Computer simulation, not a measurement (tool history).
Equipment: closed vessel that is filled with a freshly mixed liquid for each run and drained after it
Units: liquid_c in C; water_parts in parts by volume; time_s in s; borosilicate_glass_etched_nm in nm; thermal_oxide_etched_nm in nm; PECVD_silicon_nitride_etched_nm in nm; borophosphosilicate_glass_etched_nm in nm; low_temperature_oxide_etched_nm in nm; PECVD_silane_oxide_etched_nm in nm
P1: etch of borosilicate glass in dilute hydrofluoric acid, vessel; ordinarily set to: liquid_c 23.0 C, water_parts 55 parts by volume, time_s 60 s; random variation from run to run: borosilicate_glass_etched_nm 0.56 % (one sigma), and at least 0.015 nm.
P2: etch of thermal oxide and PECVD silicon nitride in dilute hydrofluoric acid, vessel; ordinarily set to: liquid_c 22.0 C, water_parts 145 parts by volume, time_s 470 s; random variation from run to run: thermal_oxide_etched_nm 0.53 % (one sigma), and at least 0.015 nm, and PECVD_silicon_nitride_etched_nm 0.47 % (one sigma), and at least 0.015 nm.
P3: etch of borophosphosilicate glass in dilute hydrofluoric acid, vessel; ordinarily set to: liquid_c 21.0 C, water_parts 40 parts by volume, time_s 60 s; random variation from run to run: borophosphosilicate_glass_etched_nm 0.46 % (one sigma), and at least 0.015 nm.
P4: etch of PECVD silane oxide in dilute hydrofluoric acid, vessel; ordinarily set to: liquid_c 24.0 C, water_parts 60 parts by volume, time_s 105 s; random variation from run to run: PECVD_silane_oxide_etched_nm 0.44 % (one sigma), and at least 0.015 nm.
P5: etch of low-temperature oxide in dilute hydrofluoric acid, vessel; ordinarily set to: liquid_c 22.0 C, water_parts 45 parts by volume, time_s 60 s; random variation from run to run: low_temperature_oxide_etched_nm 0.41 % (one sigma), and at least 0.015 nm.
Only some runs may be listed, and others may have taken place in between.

run	day	process	liquid_c	water_parts	time_s	hours since the thermometer was replaced	hours since the hydrofluoric acid flow meter was replaced	borosilicate_glass_etched_nm	thermal_oxide_etched_nm	PECVD_silicon_nitride_etched_nm	borophosphosilicate_glass_etched_nm	low_temperature_oxide_etched_nm	PECVD_silane_oxide_etched_nm
1	0.396	P1	23.0	55	60	1835.6	695.9	37.397					
2	0.812	P1	23.0	55	60	1845.6	705.9	37.700					
3	1.175	P1	23.0	55	30	1854.3	714.6	19.030					
4	1.479	P2	22.0	145	470	1861.6	721.9		13.7150	4.9240			
5	1.829	P1	18.0	55	30	1870.0	730.3	15.263					
6	2.142	P1	23.0	95	60	1877.5	737.8	20.696					
7	2.567	P3	17.0	40	60	1887.7	748.0				70.666		
8	2.983	P1	17.5	55	60	1897.7	758.0	29.799					
9	3.279	P1	23.0	30	60	1904.8	765.1	71.729					
10	3.554	P1	31.0	55	60	1911.4	771.7	52.344					
11	3.825	P5	29.5	45	60	1917.9	778.2					27.718	
12	4.017	P1	17.0	55	105	1922.5	782.8	51.308					
13	4.204	P2	27.5	145	470	1927.0	787.3		16.9880	6.9786			
14	4.458	P1	23.0	55	60	1933.1	793.4	37.977					
15	4.862	P3	21.0	40	60	1942.8	803.1				85.127		
16	5.117	P4	24.0	60	50	1948.9	809.2						13.058
17	5.454	P4	24.0	25	105	1957.0	817.3						68.377
18	5.833	P3	21.0	40	110	1966.1	826.4				154.970		
19	6.175	P3	21.0	40	60	1974.3	834.6				85.079		
20	6.567	P3	21.0	20	60	1983.7	844.0				174.200		
21	6.954	P2	22.0	145	690	1993.0	853.3		20.0290	7.1579			
22	7.262	P1	23.0	55	60	2000.4	860.7	37.909					
23	7.688	P1	17.0	55	90	2010.6	870.9	44.028					
24	7.879	P1	23.0	55	60	2015.2	875.5	37.524					
25	8.271	P2	22.0	245	470	2024.6	884.9		7.3219	2.9356			
26	8.675	P5	22.0	20	60	2034.3	894.6					47.251	
27	8.908	P5	22.0	45	60	2039.9	900.2					20.301	
28	9.338	P4	31.5	60	105	2050.2	910.5						36.904
29	9.754	P1	23.0	55	90	2060.2	920.5	56.749					
30	10.062	P4	24.0	60	105	2067.6	927.9						27.345
31	10.267	P5	22.0	45	95	2072.5	932.8					32.334	
32	10.604	P1	23.0	55	60	2080.6	940.9	38.077					
33	10.796	P1	23.0	55	60	2085.2	945.5	36.820					
34	11.171	P1	23.0	55	60	2094.2	954.5	35.943					
35	11.483	P1	23.0	55	60	2101.7	962.0	35.635					
36	11.900	P1	23.0	55	60	2111.7	972.0	35.352					
37	12.296	P1	23.0	55	60	2121.2	981.5	34.828					
38	12.554	P1	23.0	55	60	2127.4	987.7	34.852					
39	12.829	P1	23.0	55	60	2134.0	994.3	35.157					
40	13.042	P1	23.0	55	60	2139.1	999.4	35.028					

P1 has crept away from where it was. The log is fitted equally well by each of these 2 causes, at the sizes shown:
A: hydrofluoric acid flow below the setpoint (%) = 6.91
B: liquid colder than its thermometer reads (K) = 1.85
The gradual shift began around day 10.604.

Of the 4 check runs listed below, each run on one wafer and each result written as a question mark, which would let you distinguish the listed causes because they would give clearly different results?
check 1	13.254	P2	22.0	145	470				?	?			
check 2	13.254	P3	21.0	40	60						?		
check 3	13.254	P4	24.0	60	105								?
check 4	13.254	P5	22.0	45	60							?	

Predicted outcomes, by check and by cause:
check	result	if A	if B
check 1	thermal_oxide_etched_nm	12.5550	12.6840
check 1	PECVD_silicon_nitride_etched_nm	4.5456	4.3136
check 2	borophosphosilicate_glass_etched_nm	78.770	78.472
check 3	PECVD_silane_oxide_etched_nm	25.348	25.379
check 4	low_temperature_oxide_etched_nm	18.885	18.840
Distance between the nearest two causes, measured in the result of the check that separates them most: check 1 5.24 %; check 2 0.38 %; check 3 0.12 %; check 4 0.24 %
Only check 1 tells the causes apart: in the others they would give nearly the same result.

The results of check 1 are: thermal_oxide_etched_nm 12.5060 nm; PECVD_silicon_nitride_etched_nm 4.5270 nm. Based on these, which of the listed causes is it?

It was cause A: hydrofluoric acid flow below the setpoint (%).
